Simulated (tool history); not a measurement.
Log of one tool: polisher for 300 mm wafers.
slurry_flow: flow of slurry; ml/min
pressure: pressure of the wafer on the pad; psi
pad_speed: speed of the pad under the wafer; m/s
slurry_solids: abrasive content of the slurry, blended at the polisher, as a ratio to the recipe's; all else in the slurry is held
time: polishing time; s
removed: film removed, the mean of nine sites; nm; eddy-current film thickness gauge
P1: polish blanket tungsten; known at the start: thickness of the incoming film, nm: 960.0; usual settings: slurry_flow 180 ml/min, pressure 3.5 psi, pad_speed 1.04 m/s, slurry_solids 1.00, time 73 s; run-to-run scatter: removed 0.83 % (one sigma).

run,hour,slurry_flow,pressure,pad_speed,slurry_solids,time,removed
1,9.2,180,3.5,1.04,1.00,73,382.17
2,18.5,180,3.5,1.04,1.40,73,408.63
3,26.3,220,3.5,1.52,1.00,73,567.81
4,32.1,180,3.5,1.04,1.00,73,377.89
5,37.5,110,3.5,1.04,1.00,73,348.04
6,47.5,180,1.8,1.04,1.00,73,199.00
7,54.0,180,2.7,1.04,0.80,73,278.76
8,63.8,180,3.5,1.04,1.00,48,248.45
9,71.9,180,3.5,1.04,1.00,73,386.91
10,78.9,180,3.5,1.04,0.65,73,346.74
11,85.0,180,3.5,1.04,1.00,73,382.27
12,94.6,180,3.5,1.46,1.00,73,529.82
13,101.9,180,3.5,1.04,1.00,115,594.99
14,112.5,180,3.5,0.56,1.00,73,203.55
15,121.3,180,5.1,1.04,1.00,73,552.90
16,129.2,180,2.3,1.04,1.40,73,266.77
17,139.8,180,3.5,1.04,1.00,73,381.73
18,149.8,255,3.5,1.04,1.00,73,395.21
19,154.8,180,3.5,1.04,1.00,73,380.26
20,161.2,180,3.5,1.04,1.00,73,371.95
21,168.4,180,3.5,1.04,1.00,73,367.68
# hour 178.8: slurry blender recalibrated
22,179.5,180,3.5,1.04,1.00,73,355.76
# hour 189.4: slurry tank refilled with fresh slurry and peroxide
23,190.6,180,3.5,1.04,1.00,73,350.20
24,197.7,180,3.5,1.04,1.00,73,349.34
# hour 205.4: worn pad replaced by a new one
25,207.9,180,3.5,1.04,1.00,73,350.31

Forecast run 26:
26,217.6,180,3.5,1.04,1.00,73,?

Run 26 gave removed 354.14 nm.

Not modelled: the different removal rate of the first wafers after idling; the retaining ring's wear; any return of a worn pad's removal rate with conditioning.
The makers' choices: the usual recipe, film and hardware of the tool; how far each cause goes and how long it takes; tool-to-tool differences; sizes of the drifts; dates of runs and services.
